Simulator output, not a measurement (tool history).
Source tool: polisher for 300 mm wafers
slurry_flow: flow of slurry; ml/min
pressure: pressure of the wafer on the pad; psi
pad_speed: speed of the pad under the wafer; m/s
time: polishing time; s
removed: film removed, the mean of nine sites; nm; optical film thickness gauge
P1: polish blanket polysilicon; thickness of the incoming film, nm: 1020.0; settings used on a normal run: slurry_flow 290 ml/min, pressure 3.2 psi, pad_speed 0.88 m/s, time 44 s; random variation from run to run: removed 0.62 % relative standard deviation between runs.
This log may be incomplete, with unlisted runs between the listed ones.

| run | hour | slurry_flow | pressure | pad_speed | time | removed |
|---|---|---|---|---|---|---|
| 1 | 4.8 | 290 | 3.2 | 0.88 | 44 | 296.56 |
| 2 | 9.7 | 290 | 3.2 | 0.88 | 44 | 295.10 |
| 3 | 12.5 | 180 | 3.2 | 0.66 | 44 | 208.92 |
| 4 | 17.6 | 390 | 3.2 | 0.88 | 44 | 300.75 |
| 5 | 20.2 | 290 | 3.2 | 0.42 | 44 | 141.39 |
| 6 | 22.7 | 290 | 3.2 | 0.88 | 69 | 458.55 |
| 7 | 26.1 | 290 | 3.2 | 0.88 | 44 | 296.06 |
| 8 | 30.0 | 290 | 3.2 | 0.88 | 21 | 140.58 |
| 9 | 33.9 | 290 | 3.2 | 1.36 | 44 | 454.56 |
| 10 | 37.9 | 290 | 4.4 | 0.88 | 44 | 407.85 |
| 11 | 41.0 | 290 | 2.4 | 1.32 | 44 | 330.62 |
| 12 | 44.4 | 290 | 3.2 | 0.88 | 44 | 296.27 |
| 13 | 49.1 | 290 | 1.8 | 0.66 | 44 | 125.06 |
| 14 | 51.6 | 290 | 1.9 | 0.88 | 44 | 173.51 |
| 15 | 56.6 | 290 | 3.2 | 0.88 | 44 | 293.14 |
| 16 | 61.5 | 175 | 3.2 | 0.88 | 44 | 276.22 |
| 17 | 64.5 | 290 | 3.2 | 0.88 | 44 | 293.51 |
| 18 | 66.8 | 290 | 3.2 | 0.88 | 44 | 291.97 |
| 19 | 70.3 | 290 | 3.2 | 0.88 | 44 | 291.31 |
| 20 | 73.6 | 290 | 3.2 | 0.88 | 44 | 286.87 |
| 21 | 78.6 | 290 | 3.2 | 0.88 | 44 | 283.85 |
| 22 | 83.6 | 290 | 3.2 | 0.88 | 44 | 279.19 |
| 23 | 88.3 | 290 | 3.2 | 0.88 | 44 | 278.99 |
|  | 90.3 | worn pad replaced by a new one |
| 24 | 91.6 | 290 | 3.2 | 0.88 | 44 | 280.14 |
| 25 | 95.2 | 290 | 3.2 | 0.88 | 44 | 276.45 |
| 26 | 98.6 | 290 | 3.2 | 0.88 | 44 | 278.53 |
| 27 | 100.8 | 290 | 3.2 | 0.88 | 44 | 276.14 |

The output of P1 has drifted from where it used to be. Each of the 2 causes below, taken at the size shown beside it, accounts for the log equally well:
A: head's pressure below its setpoint, % = 5.27
B: slurry flow missing at the pad, % = 37.2
The drift started at roughly hour 64.5.
Ruled out, with reasons:
removal rate lost through wear of the pad, %: serviced at hour 90.3, after the drift had started, without restoring the earlier output

Which of the check runs below tells the causes apart, meaning the causes would give it clearly different results? Each run uses 3 wafers whose results are averaged, and each result is shown as a question mark.
| check 1 | 103.0 | 290 | 2.4 | 0.48 | 44 | ? |
| check 2 | 103.0 | 290 | 3.2 | 0.48 | 44 | ? |
| check 3 | 103.0 | 180 | 3.2 | 0.88 | 44 | ? |
| check 4 | 103.0 | 290 | 3.2 | 1.30 | 21 | ? |

What every check run would give for each of its results, assuming each possible cause in turn:
| check | result | if A | if B |
|---|---|---|---|
| check 1 | removed | 114.01 | 113.99 |
| check 2 | removed | 152.01 | 151.99 |
| check 3 | removed | 263.52 | 255.61 |
| check 4 | removed | 196.49 | 196.47 |
Per-check spread between the two closest causes, in the result where they differ most: check 1 0.01 %; check 2 0.01 %; check 3 3.05 %; check 4 0.01 %
Only check 3 tells the causes apart: in the others they would give nearly the same result.

Then check 3 was run and gave: removed 254.37 nm. Which cause is it?

It is B: slurry flow missing at the pad, %.
